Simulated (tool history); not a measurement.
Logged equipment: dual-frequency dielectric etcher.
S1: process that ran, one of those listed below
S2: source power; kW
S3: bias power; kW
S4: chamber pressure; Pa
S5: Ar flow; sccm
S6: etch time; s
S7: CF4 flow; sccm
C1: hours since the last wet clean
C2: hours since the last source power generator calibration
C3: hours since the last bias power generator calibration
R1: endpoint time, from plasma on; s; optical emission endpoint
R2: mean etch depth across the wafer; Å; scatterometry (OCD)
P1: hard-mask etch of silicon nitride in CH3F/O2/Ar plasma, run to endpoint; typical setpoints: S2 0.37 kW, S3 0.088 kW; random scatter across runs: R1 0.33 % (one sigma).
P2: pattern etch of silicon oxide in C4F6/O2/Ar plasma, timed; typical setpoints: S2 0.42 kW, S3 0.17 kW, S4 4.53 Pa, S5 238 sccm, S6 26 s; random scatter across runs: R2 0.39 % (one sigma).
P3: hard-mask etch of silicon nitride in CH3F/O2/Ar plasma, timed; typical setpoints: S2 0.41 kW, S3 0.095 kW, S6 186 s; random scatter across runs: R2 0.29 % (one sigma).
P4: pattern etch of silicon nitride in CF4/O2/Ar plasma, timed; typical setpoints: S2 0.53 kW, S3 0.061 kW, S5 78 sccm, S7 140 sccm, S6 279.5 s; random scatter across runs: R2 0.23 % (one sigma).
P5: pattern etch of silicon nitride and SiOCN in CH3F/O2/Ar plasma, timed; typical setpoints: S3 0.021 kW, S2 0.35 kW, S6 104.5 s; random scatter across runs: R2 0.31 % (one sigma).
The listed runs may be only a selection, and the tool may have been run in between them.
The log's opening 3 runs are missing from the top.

run	hour	S1	S2	S3	S4	S5	S6	S7	C1	C2	C3	R1	R2
4	19.8	P1	0.5	0.065					204.3	1376	2543	40.977	
5	26.3	P3	0.41	0.127			186		210.8	1382.5	2549.5		1573.7
# hour 27.7: source power generator calibrated
6	31.4	P2	0.42	0.224	4.53	238	26		215.9	3.7	2554.6		907.3
7	35.7	P2	0.42	0.17	4.53	238	16.5		220.2	8	2558.9		525.72
8	41.8	P5	0.2	0.021			104.5		226.3	14.1	2565		107.49
9	45.6	P3	0.41	0.095			237		230.1	17.9	2568.8		1800.7
10	49.6	P2	0.42	0.17	4.53	238	26		234.1	21.9	2572.8		829.82
11	54.5	P1	0.26	0.088					239	26.8	2577.7	47.506	
12	58.3	P1	0.37	0.088					242.8	30.6	2581.5	41.559	
13	63.5	P2	0.42	0.17	3.67	238	26		248	35.8	2586.7		848.64
14	70.2	P1	0.37	0.088					254.7	42.5	2593.4	41.608	
15	76.7	P5	0.35	0.021			73		261.2	49	2599.9		90.897
16	81.2	P4	0.53	0.061		106	279.5	140	265.7	53.5	2604.4		5964.5
17	86	P1	0.37	0.088					270.5	58.3	2609.2	41.43	
18	91.5	P4	0.53	0.061		78	279.5	107	276	63.8	2614.7		5973
19	96.5	P5	0.35	0.021			104.5		281	68.8	2619.7		130.03
20	100.6	P1	0.37	0.071					285.1	72.9	2623.8	44.531	
21	105.5	P1	0.37	0.088					290	77.8	2628.7	41.711	
22	110.3	P5	0.35	0.026			104.5		294.8	82.6	2633.5		143.43
23	117.6	P1	0.49	0.088					302.1	89.9	2640.8	37.301	

Run 24, settings as shown, results not yet in. Your forecast:
# hour 120.8: bias power generator calibrated
24	124.9	P4	0.53	0.061		78	279.5	140	309.4	97.2	4.2		?

{"run 24": {"R2": 6128.5}}
